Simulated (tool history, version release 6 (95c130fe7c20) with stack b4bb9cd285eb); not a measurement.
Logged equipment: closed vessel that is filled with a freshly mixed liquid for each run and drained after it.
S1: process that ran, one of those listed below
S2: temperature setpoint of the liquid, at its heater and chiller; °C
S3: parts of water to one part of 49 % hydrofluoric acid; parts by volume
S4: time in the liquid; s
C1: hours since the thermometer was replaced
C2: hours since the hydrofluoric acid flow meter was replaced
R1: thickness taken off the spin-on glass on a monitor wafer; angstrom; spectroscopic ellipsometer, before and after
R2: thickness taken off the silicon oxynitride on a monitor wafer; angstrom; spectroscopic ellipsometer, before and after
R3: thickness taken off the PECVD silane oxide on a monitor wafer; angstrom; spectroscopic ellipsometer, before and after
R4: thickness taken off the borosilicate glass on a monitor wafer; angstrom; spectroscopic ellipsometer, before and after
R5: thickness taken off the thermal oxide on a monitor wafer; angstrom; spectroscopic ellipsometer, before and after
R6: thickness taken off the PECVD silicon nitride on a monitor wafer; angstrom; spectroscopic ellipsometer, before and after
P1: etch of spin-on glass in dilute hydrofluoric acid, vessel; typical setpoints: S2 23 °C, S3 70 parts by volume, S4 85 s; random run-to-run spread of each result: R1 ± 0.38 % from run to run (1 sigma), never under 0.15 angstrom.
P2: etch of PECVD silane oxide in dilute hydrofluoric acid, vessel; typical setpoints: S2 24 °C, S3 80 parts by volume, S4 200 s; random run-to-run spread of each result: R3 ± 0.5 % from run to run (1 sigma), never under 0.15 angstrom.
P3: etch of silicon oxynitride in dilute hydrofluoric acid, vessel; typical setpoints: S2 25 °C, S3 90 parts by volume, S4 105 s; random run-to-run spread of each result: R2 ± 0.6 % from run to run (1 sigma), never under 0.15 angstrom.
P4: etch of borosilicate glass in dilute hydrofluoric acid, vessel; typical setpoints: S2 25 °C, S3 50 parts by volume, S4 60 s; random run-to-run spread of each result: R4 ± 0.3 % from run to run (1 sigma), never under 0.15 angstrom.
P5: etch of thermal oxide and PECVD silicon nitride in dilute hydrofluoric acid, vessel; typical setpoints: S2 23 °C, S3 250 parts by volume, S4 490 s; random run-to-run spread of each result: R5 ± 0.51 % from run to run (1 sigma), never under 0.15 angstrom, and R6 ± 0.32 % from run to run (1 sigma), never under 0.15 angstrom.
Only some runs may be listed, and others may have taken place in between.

run,hour,S1,S2,S3,S4,C1,C2,R1,R2,R3,R4,R5,R6
1,6.2,P1,23,70,85,267.6,367.8,445.29,,,,,
2,12.6,P3,25,150,105,274,374.2,,26.841,,,,
3,20.1,P1,23,70,135,281.5,381.7,699.23,,,,,
4,29.1,P2,31.5,80,200,290.5,390.7,,,526.88,,,
5,35.3,P4,25,50,30,296.7,396.9,,,,140.99,,
6,44.2,P1,23,70,45,305.6,405.8,233.54,,,,,
7,51.5,P4,25,50,60,312.9,413.1,,,,282.39,,
8,56,P1,27.5,70,85,317.4,417.6,529.49,,,,,
9,60.3,P1,23,100,150,321.7,421.9,524.82,,,,,
10,66.7,P5,23,250,100,328.1,428.3,,,,,14.835,21.698
11,74,P4,25,90,60,335.4,435.6,,,,147.84,,
12,81.9,P3,25,90,105,343.3,443.5,,46.876,,,,
13,90.4,P4,19,50,60,351.8,452,,,,218.32,,
14,95.7,P1,23,70,85,357.1,457.3,441.19,,,,,
15,104.1,P1,23,70,85,365.5,465.7,440.96,,,,,
16,109.9,P3,25,90,200,371.3,471.5,,88.758,,,,
17,114.5,P1,23,40,85,375.9,476.1,800.72,,,,,
18,122.3,P1,23,115,85,383.7,483.9,253.36,,,,,
19,127.1,P1,23,70,85,388.5,488.7,442.65,,,,,
20,134.4,P5,23,250,490,395.8,496,,,,,72.803,105.16
21,141.1,P4,25,50,60,402.5,502.7,,,,281.33,,
22,147.7,P5,23,250,490,409.1,509.3,,,,,73.264,105.64
23,154,P1,17,70,85,415.4,515.6,343.06,,,,,
24,161.7,P5,17,250,490,423.1,523.3,,,,,57.947,71.261
25,166.3,P5,23,380,490,427.7,527.9,,,,,42.869,69.375
26,171.3,P1,23,70,85,432.7,532.9,438.63,,,,,
27,175.6,P1,23,70,85,437,537.2,443.13,,,,,
28,183.8,P2,24,80,30,445.2,545.4,,,58.972,,,
29,188.6,P1,23,70,85,450,550.2,440.68,,,,,
30,196.1,P2,24,80,200,457.5,557.7,,,388.73,,,
31,200.7,P3,17,90,105,462.1,562.3,,31.893,,,,
32,206.9,P2,24,25,200,468.3,568.5,,,1349.2,,,
33,215.5,P1,23,70,85,476.9,577.1,441.71,,,,,
34,224.2,P1,23,70,85,485.6,585.8,415.63,,,,,
35,231.4,P1,23,70,85,492.8,593,412.8,,,,,
36,239.4,P1,23,70,85,500.8,601,404.46,,,,,
37,246.5,P1,23,70,85,507.9,608.1,402.52,,,,,
38,254.3,P1,23,70,85,515.7,615.9,401.38,,,,,
39,258.9,P1,23,70,85,520.3,620.5,399.02,,,,,

Compared with where it was, what P1 gives has crept away. Each cause listed below fits the log as well as the rest, at the size given for it:
A: liquid colder than its thermometer reads (K) = 2.36
B: hydrofluoric acid flow below the setpoint (%) = 8.53
Onset of the creep was near hour 215.5.

Consider the 4 single-wafer check runs listed below, results given as question marks: which one distinguishes between the causes by giving clearly different results for each?
check 1,263.5,P4,25,50,60,,,,,,?,,
check 2,263.5,P5,23,250,490,,,,,,,?,?
check 3,263.5,P2,24,80,200,,,,,?,,,
check 4,263.5,P3,25,90,105,,,,?,,,,

Expected result of each check under each candidate cause:
check,result,if A,if B
check 1,R4,254.58,255.04
check 2,R5,66.806,65.127
check 2,R6,90.769,96.561
check 3,R3,356.71,355.75
check 4,R2,42.163,42.842
Gap, in per cent, between the two causes that each check separates least, read from the result that separates them most: check 1 0.18 %; check 2 6.19 %; check 3 0.27 %; check 4 1.6 %
Of the check runs offered, only check 2 discriminates between the causes; the rest would read about the same regardless of which cause applies.

Check 2 was carried out, with these results: R5 65.25 angstrom; R6 96.688 angstrom. Which of the listed causes is responsible?

The cause is B: hydrofluoric acid flow below the setpoint (%).
